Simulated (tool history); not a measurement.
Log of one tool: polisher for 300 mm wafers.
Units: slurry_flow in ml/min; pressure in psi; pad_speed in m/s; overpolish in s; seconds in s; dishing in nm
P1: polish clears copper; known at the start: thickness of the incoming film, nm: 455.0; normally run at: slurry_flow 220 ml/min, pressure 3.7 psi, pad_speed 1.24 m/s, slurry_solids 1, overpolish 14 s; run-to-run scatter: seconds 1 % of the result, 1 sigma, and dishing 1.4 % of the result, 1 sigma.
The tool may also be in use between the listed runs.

run,hour,slurry_flow,pressure,pad_speed,slurry_solids,overpolish,wafers polished on this pad,hours since the slurry nozzle was cleaned,hours since the head pressure was calibrated,hours since the slurry blender was calibrated,seconds,dishing
1,13.9,220,3.7,1.24,1,14,321,392.8,285.3,112.5,110.43,37.376
# hour 24.2: slurry blender recalibrated
2,28.3,220,3.7,1.24,1,7,481,407.2,299.7,4.2,111.64,20.467
3,39.1,220,3.7,0.56,1,14,601,418,310.5,15,249.54,19.498
4,51.3,220,3.7,1.24,1,27,737,430.2,322.7,27.2,111.12,63.092
# hour 54.2: slurry nozzle cleaned
5,62.6,130,3.7,1.24,1,14,863,8.5,334,38.5,122.69,34.8
6,77.1,220,2.7,1.24,1,14,1025,23,348.5,53,152.81,28.61
7,88.1,340,3.7,1.24,1,14,1148,34,359.5,64,107.5,39.546
8,99,280,4.7,1.24,1,14,1269,44.9,370.4,74.9,85.97,48.913
9,112.2,220,3.7,1.24,1,14,1416,58.1,383.6,88.1,112.35,37.195
10,128.7,220,3.7,1.24,0.7,14,1600,74.6,400.1,104.6,123.14,35.788
11,140,220,5.6,1.24,1,14,1726,85.9,411.4,115.9,73.519,53.68
12,153.8,220,3.7,1.24,1,14,1880,99.7,425.2,129.7,110.85,36.658
13,167.9,220,3.7,1.6,1,14,2037,113.8,439.3,143.8,87.234,45.993
14,177.2,220,3.7,1.24,1,14,2141,123.1,448.6,153.1,110.45,37.486
15,188.3,220,3.7,1.24,1,14,2265,134.2,459.7,164.2,109.72,38.505
16,204.1,220,3.7,1.24,1.4,14,2441,150,475.5,180,105.04,40.717
17,214.2,220,3.7,1.24,1,14,2553,160.1,485.6,190.1,112.15,38.091
18,226.9,220,3.7,1.24,1,14,2695,172.8,498.3,202.8,115.16,37.573
19,237.3,220,3.7,1.24,1,14,2811,183.2,508.7,213.2,116.31,37.341
20,252.5,220,3.7,1.24,1,14,2980,198.4,523.9,228.4,119.27,36.638
# hour 261.3: slurry blender recalibrated
21,264.8,220,3.7,1.24,1,14,3118,210.7,536.2,3.6,119.85,36.802
# hour 273.6: head pressure recalibrated
22,275.7,220,3.7,1.24,1,14,3239,221.6,2.1,14.5,119.22,36.611
23,286.4,220,3.7,1.24,1,14,3358,232.3,12.8,25.2,120.34,36.757
24,298.8,220,3.7,1.24,1,14,3497,244.7,25.2,37.6,118.33,35.448

What P1 gives has crept away from where it was. These 2 causes fit the log equally well, each at the size given:
A: slurry flow missing at the pad, % = 37.4
B: removal rate lost through wear of the pad, % = 6.78
The creep began at about hour 214.2.
Why every other cause is out:
head's pressure below its setpoint, %: serviced at hour 273.6, which brought nothing back
abrasive missing from the slurry, %: serviced at hour 261.3, which brought nothing back

4 check runs are offered, each on 3 wafers whose results are averaged, their results left as question marks. Which one tells the causes apart?
check 1,311.2,220,3.7,0.58,1,14,,,,,?,?
check 2,311.2,130,3.7,1.24,1.3,14,,,,,?,?
check 3,311.2,220,5.5,1.24,1.2,14,,,,,?,?
check 4,311.2,220,3.7,1.24,1,22,,,,,?,?

What each check would give under each cause:
check,result,if A,if B
check 1,seconds,257.03,257.02
check 1,dishing,18.188,18.188
check 2,seconds,128.58,123.15
check 2,dishing,33.883,35.16
check 3,seconds,77.745,77.743
check 3,dishing,52.305,52.307
check 4,seconds,120.22,120.22
check 4,dishing,51.88,51.881
How far apart the two closest causes lie, in the result that separates them most: check 1 0 %; check 2 4.31 %; check 3 0 %; check 4 0 %
Check 2 tells the causes apart: in the others they would give nearly the same result.

Check 2 was then run and gave: seconds 123.63 s; dishing 35.374 nm. Which cause is it?

It is B: removal rate lost through wear of the pad, %.

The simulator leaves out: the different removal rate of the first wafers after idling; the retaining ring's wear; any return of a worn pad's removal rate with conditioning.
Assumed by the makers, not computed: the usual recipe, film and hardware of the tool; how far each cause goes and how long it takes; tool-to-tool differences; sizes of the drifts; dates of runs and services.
